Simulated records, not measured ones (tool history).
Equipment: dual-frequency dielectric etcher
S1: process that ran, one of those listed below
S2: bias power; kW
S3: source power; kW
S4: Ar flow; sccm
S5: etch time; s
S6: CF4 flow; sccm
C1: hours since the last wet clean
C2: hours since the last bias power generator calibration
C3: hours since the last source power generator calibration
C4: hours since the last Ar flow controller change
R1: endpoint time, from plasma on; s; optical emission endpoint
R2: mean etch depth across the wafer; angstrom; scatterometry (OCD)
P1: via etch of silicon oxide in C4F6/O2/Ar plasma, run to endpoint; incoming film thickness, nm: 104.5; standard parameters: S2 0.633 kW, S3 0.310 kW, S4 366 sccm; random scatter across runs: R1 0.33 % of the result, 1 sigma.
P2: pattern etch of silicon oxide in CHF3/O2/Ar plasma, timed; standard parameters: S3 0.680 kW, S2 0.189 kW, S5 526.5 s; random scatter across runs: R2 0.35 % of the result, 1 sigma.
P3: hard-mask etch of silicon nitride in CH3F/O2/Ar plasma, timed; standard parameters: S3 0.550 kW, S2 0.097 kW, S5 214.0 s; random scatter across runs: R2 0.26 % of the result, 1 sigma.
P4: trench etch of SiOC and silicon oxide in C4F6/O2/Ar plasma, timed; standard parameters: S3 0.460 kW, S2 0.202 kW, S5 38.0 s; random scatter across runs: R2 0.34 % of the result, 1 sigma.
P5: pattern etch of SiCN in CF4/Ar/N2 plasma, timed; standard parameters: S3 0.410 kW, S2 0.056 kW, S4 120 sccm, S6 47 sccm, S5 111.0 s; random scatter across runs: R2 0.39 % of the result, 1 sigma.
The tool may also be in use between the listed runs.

{"run": 1, "hour": 8.7, "S1": "P1", "S2": 0.633, "S3": 0.31, "S4": 366, "C1": 138.9, "C2": 1347.7, "C3": 1867.1, "C4": 1069.8, "R1": 23.211}
{"run": 2, "hour": 14.6, "S1": "P1", "S2": 0.42, "S3": 0.31, "S4": 366, "C1": 144.8, "C2": 1353.6, "C3": 1873.0, "C4": 1075.7, "R1": 27.031}
{"run": 3, "hour": 21.2, "S1": "P2", "S2": 0.189, "S3": 0.68, "S5": 526.5, "C1": 151.4, "C2": 1360.2, "C3": 1879.6, "C4": 1082.3, "R2": 11041.0}
{"run": 4, "hour": 25.8, "S1": "P1", "S2": 0.839, "S3": 0.31, "S4": 366, "C1": 156.0, "C2": 1364.8, "C3": 1884.2, "C4": 1086.9, "R1": 20.766}
{"run": 5, "hour": 33.6, "S1": "P1", "S2": 0.633, "S3": 0.31, "S4": 366, "C1": 163.8, "C2": 1372.6, "C3": 1892.0, "C4": 1094.7, "R1": 23.297}
{"run": 6, "hour": 41.4, "S1": "P1", "S2": 0.395, "S3": 0.31, "S4": 487, "C1": 171.6, "C2": 1380.4, "C3": 1899.8, "C4": 1102.5, "R1": 28.566}
{"run": 7, "hour": 50.1, "S1": "P1", "S2": 0.633, "S3": 0.31, "S4": 366, "C1": 180.3, "C2": 1389.1, "C3": 1908.5, "C4": 1111.2, "R1": 23.312}
{"run": 8, "hour": 58.8, "S1": "P5", "S2": 0.056, "S3": 0.41, "S4": 120, "S5": 111.0, "S6": 38, "C1": 189.0, "C2": 1397.8, "C3": 1917.2, "C4": 1119.9, "R2": 695.04}
{"run": 9, "hour": 68.6, "S1": "P3", "S2": 0.061, "S3": 0.55, "S5": 214.0, "C1": 198.8, "C2": 1407.6, "C3": 1927.0, "C4": 1129.7, "R2": 1650.1}
{"run": 10, "hour": 75.3, "S1": "P2", "S2": 0.127, "S3": 0.68, "S5": 526.5, "C1": 205.5, "C2": 1414.3, "C3": 1933.7, "C4": 1136.4, "R2": 9745.7}
{"run": 11, "hour": 81.0, "S1": "P5", "S2": 0.056, "S3": 0.41, "S4": 120, "S5": 111.0, "S6": 47, "C1": 211.2, "C2": 1420.0, "C3": 1939.4, "C4": 1142.1, "R2": 726.41}
{"run": 12, "hour": 90.4, "S1": "P1", "S2": 0.633, "S3": 0.31, "S4": 366, "C1": 220.6, "C2": 1429.4, "C3": 1948.8, "C4": 1151.5, "R1": 23.182}
{"run": 13, "hour": 100.4, "S1": "P1", "S2": 0.633, "S3": 0.31, "S4": 366, "C1": 230.6, "C2": 1439.4, "C3": 1958.8, "C4": 1161.5, "R1": 23.313}
{"run": 14, "hour": 108.6, "S1": "P4", "S2": 0.202, "S3": 0.66, "S5": 38.0, "C1": 238.8, "C2": 1447.6, "C3": 1967.0, "C4": 1169.7, "R2": 936.72}
{"run": 15, "hour": 117.1, "S1": "P4", "S2": 0.202, "S3": 0.46, "S5": 21.0, "C1": 247.3, "C2": 1456.1, "C3": 1975.5, "C4": 1178.2, "R2": 448.72}
{"run": 16, "hour": 123.1, "S1": "P3", "S2": 0.097, "S3": 0.55, "S5": 214.0, "C1": 253.3, "C2": 1462.1, "C3": 1981.5, "C4": 1184.2, "R2": 1932.0}
{"run": 17, "hour": 133.1, "S1": "P4", "S2": 0.138, "S3": 0.46, "S5": 38.0, "C1": 263.3, "C2": 1472.1, "C3": 1991.5, "C4": 1194.2, "R2": 727.71}
{"run": 18, "hour": 138.9, "S1": "P1", "S2": 0.633, "S3": 0.43, "S4": 366, "C1": 269.1, "C2": 1477.9, "C3": 1997.3, "C4": 1200.0, "R1": 20.674}
{"run": 19, "hour": 146.6, "S1": "P5", "S2": 0.056, "S3": 0.41, "S4": 120, "S5": 111.0, "S6": 47, "C1": 276.8, "C2": 1485.6, "C3": 2005.0, "C4": 1207.7, "R2": 720.56}
{"run": 20, "hour": 155.6, "S1": "P2", "S2": 0.189, "S3": 0.68, "S5": 318.0, "C1": 285.8, "C2": 1494.6, "C3": 2014.0, "C4": 1216.7, "R2": 6672.5}

Run 21 comes next. What will it give?
{"run": 21, "hour": 165.1, "S1": "P1", "S2": 0.633, "S3": 0.31, "S4": 287, "C1": 295.3, "C2": 1504.1, "C3": 2023.5, "C4": 1226.2, "R1": "?"}

Run 21 gave R1 22.553 s.
